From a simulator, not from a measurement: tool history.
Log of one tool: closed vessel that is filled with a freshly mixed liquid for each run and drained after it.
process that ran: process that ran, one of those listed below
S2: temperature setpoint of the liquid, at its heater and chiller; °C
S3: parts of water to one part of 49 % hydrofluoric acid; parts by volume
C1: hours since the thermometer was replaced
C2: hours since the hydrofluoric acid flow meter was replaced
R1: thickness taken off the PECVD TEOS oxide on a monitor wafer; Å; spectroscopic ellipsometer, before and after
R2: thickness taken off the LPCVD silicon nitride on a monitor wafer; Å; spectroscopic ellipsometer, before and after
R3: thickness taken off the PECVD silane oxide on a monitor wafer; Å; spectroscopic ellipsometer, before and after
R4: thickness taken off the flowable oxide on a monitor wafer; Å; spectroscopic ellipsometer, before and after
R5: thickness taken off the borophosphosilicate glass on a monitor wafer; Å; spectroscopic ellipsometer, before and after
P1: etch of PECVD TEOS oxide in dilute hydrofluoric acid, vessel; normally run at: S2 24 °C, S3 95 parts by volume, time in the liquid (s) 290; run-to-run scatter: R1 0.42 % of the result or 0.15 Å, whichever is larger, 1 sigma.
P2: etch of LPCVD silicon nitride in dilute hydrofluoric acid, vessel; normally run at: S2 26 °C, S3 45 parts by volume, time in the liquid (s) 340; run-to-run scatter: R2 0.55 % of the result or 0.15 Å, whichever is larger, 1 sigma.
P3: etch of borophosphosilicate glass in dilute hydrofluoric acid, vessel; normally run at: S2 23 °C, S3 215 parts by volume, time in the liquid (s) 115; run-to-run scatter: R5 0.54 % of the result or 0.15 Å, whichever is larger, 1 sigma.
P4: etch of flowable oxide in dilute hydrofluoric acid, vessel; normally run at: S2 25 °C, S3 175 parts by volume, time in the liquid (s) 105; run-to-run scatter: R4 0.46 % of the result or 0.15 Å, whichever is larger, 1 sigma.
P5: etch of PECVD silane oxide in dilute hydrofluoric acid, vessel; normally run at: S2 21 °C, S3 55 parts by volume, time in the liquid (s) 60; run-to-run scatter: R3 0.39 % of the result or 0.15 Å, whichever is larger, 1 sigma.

{"run": 1, "day": 0.454, "process that ran": "P1", "S2": 24, "S3": 95, "time in the liquid (s)": 290, "C1": 1210.7, "C2": 872.9, "R1": 491.14}
{"run": 2, "day": 1.062, "process that ran": "P2", "S2": 26, "S3": 70, "time in the liquid (s)": 340, "C1": 1225.3, "C2": 887.5, "R2": 25.527}
{"run": 3, "day": 1.758, "process that ran": "P1", "S2": 24, "S3": 95, "time in the liquid (s)": 290, "C1": 1242.0, "C2": 904.2, "R1": 490.95}
{"run": 4, "day": 2.317, "process that ran": "P1", "S2": 24, "S3": 95, "time in the liquid (s)": 290, "C1": 1255.4, "C2": 917.6, "R1": 494.57}
{"run": 5, "day": 2.917, "process that ran": "P1", "S2": 24, "S3": 45, "time in the liquid (s)": 530, "C1": 1269.8, "C2": 932.0, "R1": 2005.4}
{"run": 6, "day": 3.65, "process that ran": "P2", "S2": 26, "S3": 45, "time in the liquid (s)": 340, "C1": 1287.4, "C2": 949.6, "R2": 39.769}
{"run": 7, "day": 4.288, "process that ran": "P5", "S2": 21, "S3": 55, "time in the liquid (s)": 35, "C1": 1302.7, "C2": 964.9, "R3": 114.76}
{"run": 8, "day": 4.821, "process that ran": "P4", "S2": 25, "S3": 260, "time in the liquid (s)": 105, "C1": 1315.5, "C2": 977.7, "R4": 142.73}
{"run": 9, "day": 5.371, "process that ran": "P5", "S2": 21, "S3": 25, "time in the liquid (s)": 60, "C1": 1328.7, "C2": 990.9, "R3": 446.68}
{"run": 10, "day": 6.121, "process that ran": "P1", "S2": 24, "S3": 95, "time in the liquid (s)": 555, "C1": 1346.7, "C2": 1008.9, "R1": 941.97}
{"run": 11, "day": 6.625, "process that ran": "P4", "S2": 25, "S3": 175, "time in the liquid (s)": 105, "C1": 1358.8, "C2": 1021.0, "R4": 232.45}
{"run": 12, "day": 7.162, "process that ran": "P3", "S2": 29, "S3": 215, "time in the liquid (s)": 115, "C1": 1371.7, "C2": 1033.9, "R5": 279.66}
{"run": 13, "day": 7.875, "process that ran": "P1", "S2": 24, "S3": 165, "time in the liquid (s)": 290, "C1": 1388.8, "C2": 1051.0, "R1": 260.57}
{"run": 14, "day": 8.471, "process that ran": "P3", "S2": 23, "S3": 215, "time in the liquid (s)": 215, "C1": 1403.1, "C2": 1065.3, "R5": 417.99}
{"run": 15, "day": 8.829, "process that ran": "P3", "S2": 23, "S3": 215, "time in the liquid (s)": 115, "C1": 1411.7, "C2": 1073.9, "R5": 225.46}
{"run": 16, "day": 9.417, "process that ran": "P3", "S2": 23, "S3": 355, "time in the liquid (s)": 115, "C1": 1425.8, "C2": 1088.0, "R5": 119.49}
{"run": 17, "day": 9.812, "process that ran": "P1", "S2": 18, "S3": 95, "time in the liquid (s)": 290, "C1": 1435.3, "C2": 1097.5, "R1": 386.29}
{"run": 18, "day": 10.375, "process that ran": "P1", "S2": 24, "S3": 95, "time in the liquid (s)": 290, "C1": 1448.8, "C2": 1111.0, "R1": 490.1}
{"run": 19, "day": 10.829, "process that ran": "P1", "S2": 24, "S3": 55, "time in the liquid (s)": 290, "C1": 1459.7, "C2": 1121.9, "R1": 890.96}
{"run": 20, "day": 11.2, "process that ran": "P4", "S2": 20, "S3": 175, "time in the liquid (s)": 105, "C1": 1468.6, "C2": 1130.8, "R4": 190.45}
{"run": 21, "day": 11.646, "process that ran": "P4", "S2": 25, "S3": 175, "time in the liquid (s)": 45, "C1": 1479.3, "C2": 1141.5, "R4": 99.96}
{"run": 22, "day": 12.112, "process that ran": "P1", "S2": 24, "S3": 95, "time in the liquid (s)": 290, "C1": 1490.5, "C2": 1152.7, "R1": 491.88}

The next listed run, before its measurement:
{"run": 23, "day": 12.867, "process that ran": "P5", "S2": 21, "S3": 55, "time in the liquid (s)": 60, "C1": 1508.6, "C2": 1170.8, "R3": "?"}

Run 23 gave R3 197.69 Å.
